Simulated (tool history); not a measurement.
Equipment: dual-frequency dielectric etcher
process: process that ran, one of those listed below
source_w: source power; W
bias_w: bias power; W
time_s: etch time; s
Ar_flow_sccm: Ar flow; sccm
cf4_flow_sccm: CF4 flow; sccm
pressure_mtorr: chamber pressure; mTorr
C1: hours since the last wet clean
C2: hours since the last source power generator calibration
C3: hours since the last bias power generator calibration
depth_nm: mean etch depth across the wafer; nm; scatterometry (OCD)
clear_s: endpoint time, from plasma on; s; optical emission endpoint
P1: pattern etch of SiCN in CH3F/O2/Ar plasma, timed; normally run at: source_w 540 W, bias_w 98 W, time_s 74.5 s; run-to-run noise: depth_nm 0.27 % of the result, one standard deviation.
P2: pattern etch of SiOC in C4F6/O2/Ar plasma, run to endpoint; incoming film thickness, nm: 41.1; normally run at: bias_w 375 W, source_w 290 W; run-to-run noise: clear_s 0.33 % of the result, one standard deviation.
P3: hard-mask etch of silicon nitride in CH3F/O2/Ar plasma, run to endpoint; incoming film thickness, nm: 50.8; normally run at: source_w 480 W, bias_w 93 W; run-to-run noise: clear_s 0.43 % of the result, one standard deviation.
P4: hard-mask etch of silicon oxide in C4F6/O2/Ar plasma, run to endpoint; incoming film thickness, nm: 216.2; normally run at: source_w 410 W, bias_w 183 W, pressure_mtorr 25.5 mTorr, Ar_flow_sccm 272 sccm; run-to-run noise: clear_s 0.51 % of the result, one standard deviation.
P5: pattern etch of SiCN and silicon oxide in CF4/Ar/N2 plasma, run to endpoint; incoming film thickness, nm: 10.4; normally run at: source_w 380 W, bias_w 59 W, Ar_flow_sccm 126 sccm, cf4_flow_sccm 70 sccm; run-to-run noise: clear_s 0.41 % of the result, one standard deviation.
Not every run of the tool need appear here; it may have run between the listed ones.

{"run": 1, "hour": 7.7, "process": "P1", "source_w": 540, "bias_w": 98, "time_s": 74.5, "C1": 260.4, "C2": 1249.8, "C3": 574.8, "depth_nm": 34.62}
{"run": 2, "hour": 14.1, "process": "P1", "source_w": 540, "bias_w": 98, "time_s": 74.5, "C1": 266.8, "C2": 1256.2, "C3": 581.2, "depth_nm": 34.746}
{"run": 3, "hour": 19.2, "process": "P5", "source_w": 380, "bias_w": 59, "Ar_flow_sccm": 162, "cf4_flow_sccm": 70, "C1": 271.9, "C2": 1261.3, "C3": 586.3, "clear_s": 16.009}
{"run": 4, "hour": 25.6, "process": "P4", "source_w": 410, "bias_w": 183, "Ar_flow_sccm": 165, "pressure_mtorr": 25.5, "C1": 278.3, "C2": 1267.7, "C3": 592.7, "clear_s": 62.342}
{"run": 5, "hour": 32.1, "process": "P1", "source_w": 540, "bias_w": 98, "time_s": 74.5, "C1": 284.8, "C2": 1274.2, "C3": 599.2, "depth_nm": 34.678}
{"run": 6, "hour": 39.1, "process": "P4", "source_w": 550, "bias_w": 183, "Ar_flow_sccm": 272, "pressure_mtorr": 25.5, "C1": 291.8, "C2": 1281.2, "C3": 606.2, "clear_s": 58.744}
{"run": 7, "hour": 43.0, "process": "P1", "source_w": 540, "bias_w": 98, "time_s": 74.5, "C1": 295.7, "C2": 1285.1, "C3": 610.1, "depth_nm": 34.683}
{"run": 8, "hour": 48.7, "process": "P5", "source_w": 380, "bias_w": 59, "Ar_flow_sccm": 126, "cf4_flow_sccm": 70, "C1": 301.4, "C2": 1290.8, "C3": 615.8, "clear_s": 15.346}
{"run": 9, "hour": 54.1, "process": "P1", "source_w": 540, "bias_w": 98, "time_s": 74.5, "C1": 306.8, "C2": 1296.2, "C3": 621.2, "depth_nm": 34.63}
{"run": 10, "hour": 59.0, "process": "P2", "source_w": 290, "bias_w": 517, "C1": 311.7, "C2": 1301.1, "C3": 626.1, "clear_s": 15.063}
{"run": 11, "hour": 65.1, "process": "P5", "source_w": 380, "bias_w": 80, "Ar_flow_sccm": 126, "cf4_flow_sccm": 70, "C1": 317.8, "C2": 1307.2, "C3": 632.2, "clear_s": 13.879}
{"run": 12, "hour": 72.8, "process": "P1", "source_w": 540, "bias_w": 98, "time_s": 74.5, "C1": 325.5, "C2": 1314.9, "C3": 639.9, "depth_nm": 34.763}
{"run": 13, "hour": 80.3, "process": "P2", "source_w": 390, "bias_w": 375, "C1": 333.0, "C2": 1322.4, "C3": 647.4, "clear_s": 15.18}
{"run": 14, "hour": 87.8, "process": "P5", "source_w": 380, "bias_w": 59, "Ar_flow_sccm": 126, "cf4_flow_sccm": 70, "C1": 340.5, "C2": 1329.9, "C3": 654.9, "clear_s": 15.393}
{"run": 15, "hour": 95.5, "process": "P1", "source_w": 540, "bias_w": 61, "time_s": 74.5, "C1": 348.2, "C2": 1337.6, "C3": 662.6, "depth_nm": 29.263}
{"run": 16, "hour": 102.0, "process": "P5", "source_w": 380, "bias_w": 59, "Ar_flow_sccm": 126, "cf4_flow_sccm": 44, "C1": 354.7, "C2": 1344.1, "C3": 669.1, "clear_s": 16.653}
{"run": 17, "hour": 106.0, "process": "P3", "source_w": 660, "bias_w": 93, "C1": 358.7, "C2": 1348.1, "C3": 673.1, "clear_s": 53.763}
{"run": 18, "hour": 111.7, "process": "P4", "source_w": 410, "bias_w": 183, "Ar_flow_sccm": 272, "pressure_mtorr": 36.0, "C1": 364.4, "C2": 1353.8, "C3": 678.8, "clear_s": 67.65}
{"run": 19, "hour": 117.2, "process": "P3", "source_w": 480, "bias_w": 63, "C1": 369.9, "C2": 1359.3, "C3": 684.3, "clear_s": 69.688}
{"run": 20, "hour": 122.4, "process": "P3", "source_w": 480, "bias_w": 93, "C1": 375.1, "C2": 1364.5, "C3": 689.5, "clear_s": 60.808}
{"run": 21, "hour": 127.9, "process": "P1", "source_w": 740, "bias_w": 98, "time_s": 74.5, "C1": 380.6, "C2": 1370.0, "C3": 695.0, "depth_nm": 39.065}
{"run": 22, "hour": 135.6, "process": "P2", "source_w": 290, "bias_w": 375, "C1": 388.3, "C2": 1377.7, "C3": 702.7, "clear_s": 17.032}
{"hour": 137.6, "done": "bias power generator calibrated"}
{"run": 23, "hour": 141.8, "process": "P4", "source_w": 410, "bias_w": 183, "Ar_flow_sccm": 272, "pressure_mtorr": 25.5, "C1": 394.5, "C2": 1383.9, "C3": 4.3, "clear_s": 65.981}
{"run": 24, "hour": 146.9, "process": "P1", "source_w": 540, "bias_w": 98, "time_s": 102.5, "C1": 399.6, "C2": 1389.0, "C3": 9.4, "depth_nm": 47.727}
{"run": 25, "hour": 151.7, "process": "P1", "source_w": 700, "bias_w": 98, "time_s": 103.5, "C1": 404.4, "C2": 1393.8, "C3": 14.2, "depth_nm": 52.97}
{"run": 26, "hour": 156.9, "process": "P3", "source_w": 480, "bias_w": 93, "C1": 409.6, "C2": 1399.0, "C3": 19.4, "clear_s": 60.814}
{"run": 27, "hour": 160.9, "process": "P1", "source_w": 540, "bias_w": 98, "time_s": 43.5, "C1": 413.6, "C2": 1403.0, "C3": 23.4, "depth_nm": 20.26}
{"run": 28, "hour": 164.8, "process": "P5", "source_w": 480, "bias_w": 59, "Ar_flow_sccm": 126, "cf4_flow_sccm": 70, "C1": 417.5, "C2": 1406.9, "C3": 27.3, "clear_s": 12.566}
{"run": 29, "hour": 171.8, "process": "P1", "source_w": 540, "bias_w": 131, "time_s": 74.5, "C1": 424.5, "C2": 1413.9, "C3": 34.3, "depth_nm": 38.735}
{"run": 30, "hour": 179.8, "process": "P1", "source_w": 400, "bias_w": 98, "time_s": 74.5, "C1": 432.5, "C2": 1421.9, "C3": 42.3, "depth_nm": 31.076}
{"run": 31, "hour": 187.3, "process": "P4", "source_w": 410, "bias_w": 183, "Ar_flow_sccm": 272, "pressure_mtorr": 25.5, "C1": 440.0, "C2": 1429.4, "C3": 49.8, "clear_s": 65.565}
{"run": 32, "hour": 191.6, "process": "P4", "source_w": 410, "bias_w": 219, "Ar_flow_sccm": 272, "pressure_mtorr": 25.5, "C1": 444.3, "C2": 1433.7, "C3": 54.1, "clear_s": 62.471}
{"run": 33, "hour": 199.5, "process": "P1", "source_w": 540, "bias_w": 98, "time_s": 74.5, "C1": 452.2, "C2": 1441.6, "C3": 62.0, "depth_nm": 34.731}
{"run": 34, "hour": 206.6, "process": "P1", "source_w": 540, "bias_w": 98, "time_s": 74.5, "C1": 459.3, "C2": 1448.7, "C3": 69.1, "depth_nm": 35.122}
{"run": 35, "hour": 211.2, "process": "P1", "source_w": 540, "bias_w": 98, "time_s": 74.5, "C1": 463.9, "C2": 1453.3, "C3": 73.7, "depth_nm": 35.072}
{"run": 36, "hour": 218.4, "process": "P1", "source_w": 540, "bias_w": 98, "time_s": 74.5, "C1": 471.1, "C2": 1460.5, "C3": 80.9, "depth_nm": 35.124}
{"run": 37, "hour": 224.9, "process": "P1", "source_w": 540, "bias_w": 98, "time_s": 74.5, "C1": 477.6, "C2": 1467.0, "C3": 87.4, "depth_nm": 35.265}
{"run": 38, "hour": 232.0, "process": "P1", "source_w": 540, "bias_w": 98, "time_s": 74.5, "C1": 484.7, "C2": 1474.1, "C3": 94.5, "depth_nm": 35.048}
{"hour": 234.0, "done": "wet clean of the chamber"}
{"run": 39, "hour": 239.2, "process": "P1", "source_w": 540, "bias_w": 98, "time_s": 74.5, "C1": 5.2, "C2": 1481.3, "C3": 101.7, "depth_nm": 35.106}
{"run": 40, "hour": 242.7, "process": "P1", "source_w": 540, "bias_w": 98, "time_s": 74.5, "C1": 8.7, "C2": 1484.8, "C3": 105.2, "depth_nm": 35.252}
{"run": 41, "hour": 247.0, "process": "P1", "source_w": 540, "bias_w": 98, "time_s": 74.5, "C1": 13.0, "C2": 1489.1, "C3": 109.5, "depth_nm": 35.195}

What P1 gives has crept away from where it was. These 2 causes fit the log equally well, each at the size given:
A: bias power that arrives over what is set, % = 4.31
B: source power that arrives over what is set, % = 4.29
The onset of the drift is placed at about hour 199.5.
Why every other cause is out:
chamber walls in a state that raises the etch rate, %: serviced at hour 234.0, which brought nothing back

Consider the 4 check runs below, whose results appear as question marks and each of which averages 2 wafers. Which one distinguishes the causes, in that each cause would give it a clearly different result?
{"run": "check 1", "hour": 251.3, "process": "P2", "source_w": 370, "bias_w": 465, "clear_s": "?"}
{"run": "check 2", "hour": 251.3, "process": "P5", "source_w": 380, "bias_w": 74, "Ar_flow_sccm": 126, "cf4_flow_sccm": 58, "clear_s": "?"}
{"run": "check 3", "hour": 251.3, "process": "P4", "source_w": 540, "bias_w": 183, "Ar_flow_sccm": 211, "pressure_mtorr": 25.5, "clear_s": "?"}
{"run": "check 4", "hour": 251.3, "process": "P3", "source_w": 480, "bias_w": 68, "clear_s": "?"}

Outcome of each check run for each possible cause:
check=check_1 result=clear_s if_A=14.113 if_B=14.116
check=check_2 result=clear_s if_A=14.454 if_B=14.151
check=check_3 result=clear_s if_A=56.603 if_B=56.415
check=check_4 result=clear_s if_A=66.797 if_B=66.667
How far apart the two closest causes lie, in the result that separates them most: check 1 0.02 %; check 2 2.11 %; check 3 0.33 %; check 4 0.19 %
The causes can be told apart only by check 2. The other checks would give nearly the same results under each of them.

Check 2 was carried out, with these results: clear_s 14.441 s. Which of the listed causes is responsible?

The cause is A: bias power that arrives over what is set, %.
